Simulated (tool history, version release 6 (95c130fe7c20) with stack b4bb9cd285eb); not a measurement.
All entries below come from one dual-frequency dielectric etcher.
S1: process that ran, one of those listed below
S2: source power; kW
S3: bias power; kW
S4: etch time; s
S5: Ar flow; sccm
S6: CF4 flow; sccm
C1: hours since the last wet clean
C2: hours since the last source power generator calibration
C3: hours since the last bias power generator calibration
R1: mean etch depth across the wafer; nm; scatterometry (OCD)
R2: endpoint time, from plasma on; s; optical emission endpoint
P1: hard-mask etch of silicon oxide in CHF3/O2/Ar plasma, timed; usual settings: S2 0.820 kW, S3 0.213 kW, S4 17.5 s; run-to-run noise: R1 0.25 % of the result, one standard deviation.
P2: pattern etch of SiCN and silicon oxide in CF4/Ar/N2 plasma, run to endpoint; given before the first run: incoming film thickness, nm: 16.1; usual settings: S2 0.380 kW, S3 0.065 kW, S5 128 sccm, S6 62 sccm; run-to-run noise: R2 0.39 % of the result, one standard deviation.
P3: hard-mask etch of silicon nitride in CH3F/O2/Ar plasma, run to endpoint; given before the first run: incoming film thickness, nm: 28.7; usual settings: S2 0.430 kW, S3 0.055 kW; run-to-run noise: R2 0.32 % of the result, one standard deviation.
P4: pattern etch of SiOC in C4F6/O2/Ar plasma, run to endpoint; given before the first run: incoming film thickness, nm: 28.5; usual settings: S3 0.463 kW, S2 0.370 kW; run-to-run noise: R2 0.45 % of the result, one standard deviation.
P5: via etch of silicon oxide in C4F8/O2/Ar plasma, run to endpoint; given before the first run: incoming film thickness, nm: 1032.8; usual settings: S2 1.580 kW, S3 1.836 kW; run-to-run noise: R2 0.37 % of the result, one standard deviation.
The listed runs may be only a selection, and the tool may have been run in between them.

run	hour	S1	S2	S3	S4	S5	S6	C1	C2	C3	R1	R2
1	8.7	P1	0.820	0.213	17.5			157.5	2893.9	1584.8	42.157	
2	18.1	P1	0.820	0.213	13.0			166.9	2903.3	1594.2	31.306	
3	27.6	P1	0.820	0.213	17.5			176.4	2912.8	1603.7	41.965	
4	38.0	P1	0.520	0.213	17.5			186.8	2923.2	1614.1	35.387	
5	46.0	P3	0.430	0.055				194.8	2931.2	1622.1		44.1400
6	52.0	P1	0.820	0.213	24.5			200.8	2937.2	1628.1	59.092	
7	59.0	P1	0.820	0.213	17.5			207.8	2944.2	1635.1	41.988	
8	66.6	P2	0.380	0.065		128	86	215.4	2951.8	1642.7		23.2290
9	75.4	P3	0.540	0.055				224.2	2960.6	1651.5		40.5160
10	81.1	P5	1.580	1.167				229.9	2966.3	1657.2		260.5200
11	90.2	P4	0.370	0.463				239.0	2975.4	1666.3		9.8894
12	98.8	P1	0.820	0.213	17.5			247.6	2984.0	1674.9	41.959	
13	105.6	P1	0.820	0.263	17.5			254.4	2990.8	1681.7	45.136	
14	115.3	P2	0.220	0.065		128	62	264.1	3000.5	1691.4		39.3560
15	120.5	P5	0.970	1.836				269.3	3005.7	1696.6		280.6600
16	129.5	P3	0.430	0.032				278.3	3014.7	1705.6		51.6180
17	134.8	P3	0.430	0.055				283.6	3020.0	1710.9		44.2170
18	141.0	P2	0.380	0.065		128	62	289.8	3026.2	1717.1		24.2700
19	150.8	P2	0.380	0.065		89	62	299.6	3036.0	1726.9		22.8790
20	157.9	P1	0.820	0.213	17.5			306.7	3043.1	1734.0	42.177	
21	166.4	P4	0.370	0.463				315.2	3051.6	1742.5		9.9180
22	174.6	P4	0.370	0.295				323.4	3059.8	1750.7		11.6300
23	183.8	P1	0.820	0.213	17.5			332.6	3069.0	1759.9	42.294	
24	192.0	P1	1.010	0.213	17.5			340.8	3077.2	1768.1	45.705	
25	202.2	P4	0.510	0.463				351.0	3087.4	1778.3		8.8205
26	210.9	P5	1.580	1.836				359.7	3096.1	1787.0		233.6200
27	218.4	P1	0.820	0.285	13.5			367.2	3103.6	1794.5	35.943	
28	228.4	P2	0.380	0.092		128	62	377.2	3113.6	1804.5		21.4770
29	233.9	P1	0.820	0.150	17.5			382.7	3119.1	1810.0	37.568	
30	240.2	P1	0.820	0.213	17.5			389.0	3125.4	1816.3	42.108	
31	249.3	P1	0.820	0.213	17.5			398.1	3134.5	1825.4	41.864	
32	257.1	P1	0.820	0.213	17.5			405.9	3142.3	1833.2	41.647	
33	265.4	P1	0.820	0.213	17.5			414.2	3150.6	1841.5	41.582	
34	272.6	P1	0.820	0.213	17.5			421.4	3157.8	1848.7	41.593	
# hour 274.3: wet clean of the chamber
35	277.3	P1	0.820	0.213	17.5			3.0	3162.5	1853.4	41.556	
36	283.0	P1	0.820	0.213	17.5			8.7	3168.2	1859.1	41.329	
37	293.6	P1	0.820	0.213	17.5			19.3	3178.8	1869.7	41.491	
38	302.7	P1	0.820	0.213	17.5			28.4	3187.9	1878.8	41.410	
39	310.2	P1	0.820	0.213	17.5			35.9	3195.4	1886.3	41.383	
40	318.1	P1	0.820	0.213	17.5			43.8	3203.3	1894.2	41.586	
41	327.5	P1	0.820	0.213	17.5			53.2	3212.7	1903.6	41.410	

What P1 gives has crept away from where it was. These 2 causes fit the log equally well, each at the size given:
A: bias power that arrives under what is set, % = 4.84
B: source power that arrives under what is set, % = 4.31
The process output started creeping at around hour 240.2.
What rules out each remaining cause:
chamber walls in a state that lowers the etch rate, %: its service at hour 274.3 followed the start of the drift and did not put the process back to its old value

Below are 4 check runs, each averaged over 2 wafers, with their results shown as question marks. Which of them would give clearly different results depending on which cause is behind the drift?
check 1	336.9	P5	1.050	1.836								?
check 2	336.9	P4	0.490	0.463								?
check 3	336.9	P3	0.510	0.040								?
check 4	336.9	P2	0.380	0.079		128	85					?

How each check would come out, cause by cause:
check	result	if A	if B
check 1	R2	276.6900	277.4900
check 2	R2	9.1397	9.1242
check 3	R2	46.1540	46.3160
check 4	R2	22.0500	22.5260
Per check, the gap between the least separated pair of causes, taken in the result that splits them most: check 1 0.29 %; check 2 0.17 %; check 3 0.35 %; check 4 2.14 %
Check 4 distinguishes between the causes, while the remaining checks would return nearly the same result for all of them.

After running check 4, the following was obtained: R2 22.0860 s. Which cause does this point to?

The correct cause is A, namely: bias power that arrives under what is set, %.
